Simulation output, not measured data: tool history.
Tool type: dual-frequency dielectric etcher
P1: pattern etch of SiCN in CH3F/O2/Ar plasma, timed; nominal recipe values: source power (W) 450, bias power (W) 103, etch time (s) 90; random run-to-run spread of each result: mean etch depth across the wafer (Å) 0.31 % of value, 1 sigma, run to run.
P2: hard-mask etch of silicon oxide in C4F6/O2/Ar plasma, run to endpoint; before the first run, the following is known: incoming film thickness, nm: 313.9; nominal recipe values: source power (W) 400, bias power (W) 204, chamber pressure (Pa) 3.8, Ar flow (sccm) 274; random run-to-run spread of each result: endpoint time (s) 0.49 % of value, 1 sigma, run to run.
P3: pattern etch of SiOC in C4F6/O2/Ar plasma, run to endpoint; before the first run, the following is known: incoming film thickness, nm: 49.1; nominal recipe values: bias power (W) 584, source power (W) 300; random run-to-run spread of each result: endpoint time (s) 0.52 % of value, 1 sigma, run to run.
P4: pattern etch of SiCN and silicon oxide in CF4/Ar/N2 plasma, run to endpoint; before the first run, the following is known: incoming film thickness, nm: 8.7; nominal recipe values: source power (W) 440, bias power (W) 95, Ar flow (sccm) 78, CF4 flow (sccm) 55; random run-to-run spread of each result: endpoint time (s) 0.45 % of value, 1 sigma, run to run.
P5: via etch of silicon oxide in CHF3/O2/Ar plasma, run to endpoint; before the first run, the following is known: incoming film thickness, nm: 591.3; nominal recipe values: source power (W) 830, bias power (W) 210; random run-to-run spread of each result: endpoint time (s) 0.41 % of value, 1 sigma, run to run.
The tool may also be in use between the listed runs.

run	day	process that ran	source power (W)	bias power (W)	etch time (s)	Ar flow (sccm)	CF4 flow (sccm)	chamber pressure (Pa)	mean etch depth across the wafer (Å)	endpoint time (s)
1	0.7	P1	450	103	90				413.93	
2	1.079	P5	630	210						278.39
3	1.479	P1	450	103	90				414.48	
4	2.092	P4	440	95		78	73			9.1956
5	2.646	P1	450	103	90				414.46	
6	3.221	P1	450	140	90				467.5	
7	3.558	P1	450	61	90				342.93	
8	4.138	P2	400	204		274		4.87		96.978
9	4.675	P3	300	437						19.837
10	5.321	P2	400	204		274		3.8		94.218
# day 5.938: wet clean of the chamber
11	5.983	P1	450	103	90				414.71	
12	6.604	P5	830	275						228.97
13	6.938	P1	450	103	116				533.31	
14	7.538	P2	400	204		274		3.8		94.048
15	8.229	P2	510	204		274		3.8		85.484
16	8.546	P3	170	584						21.543
17	9.217	P5	830	210						250.48
18	9.8	P1	450	103	49.5				228.32	
19	10.233	P1	600	103	90				459.21	
20	10.588	P2	400	266		274		3.8		85.412
21	11.058	P4	440	134		78	55			8.3919
22	11.638	P1	450	103	90				411.89	
23	12.158	P1	450	75	64				263.23	
24	12.762	P5	830	210						251.67
25	13.304	P1	580	103	69				347.99	
26	13.883	P4	440	95		78	55			9.4555
27	14.562	P1	280	103	90				348.74	
28	15.221	P2	400	204		373		3.8		96.392
29	15.804	P4	290	95		78	55			13.712
30	16.179	P4	440	95		78	55			9.4452
31	16.633	P1	450	103	90				413.4	
32	17.033	P3	300	584						17.575
33	17.679	P4	440	95		59	55			9.1342
34	18.304	P1	450	103	90				411.97	
35	18.646	P1	450	103	90				411.41	
36	19.167	P1	450	103	90				406.01	
37	19.596	P1	450	103	90				407.29	
# day 19.908: wet clean of the chamber
38	19.921	P1	450	103	90				408.17	
39	20.279	P1	450	103	90				407.85	
40	20.662	P1	450	103	90				406.58	

P1 no longer gives what it gave before; its output has crept away from where it was. The following 2 causes, each at its listed size, fit the log equally well:
A: source power that arrives under what is set, % = 4.78
B: bias power that arrives under what is set, % = 4.71
The process output started creeping at around day 18.304.
Other possible causes, and why each is ruled out:
chamber walls in a state that lowers the etch rate, %: serviced at day 19.908, after the drift had started, without restoring the earlier output

Which of the check runs below tells the causes apart, meaning the causes would give it clearly different results? Each run uses 2 wafers whose results are averaged, and each result is shown as a question mark.
check 1	21.046	P3	300	584						?
check 2	21.046	P2	400	204		274		3.8		?
check 3	21.046	P5	830	210						?
check 4	21.046	P4	440	95		78	55			?

What every check run would give for each of its results, assuming each possible cause in turn:
check	result	if A	if B
check 1	endpoint time (s)	17.968	17.981
check 2	endpoint time (s)	95.609	95.288
check 3	endpoint time (s)	256.18	255.57
check 4	endpoint time (s)	9.9045	9.6526
Distance between the nearest two causes, measured in the result of the check that separates them most: check 1 0.07 %; check 2 0.34 %; check 3 0.24 %; check 4 2.58 %
Only in check 4 would the causes give clearly different results; in the remaining checks their results would be nearly the same.

After running check 4, the following was obtained: endpoint time (s) 9.6539. Which cause does this point to?

It was cause B: bias power that arrives under what is set, %.

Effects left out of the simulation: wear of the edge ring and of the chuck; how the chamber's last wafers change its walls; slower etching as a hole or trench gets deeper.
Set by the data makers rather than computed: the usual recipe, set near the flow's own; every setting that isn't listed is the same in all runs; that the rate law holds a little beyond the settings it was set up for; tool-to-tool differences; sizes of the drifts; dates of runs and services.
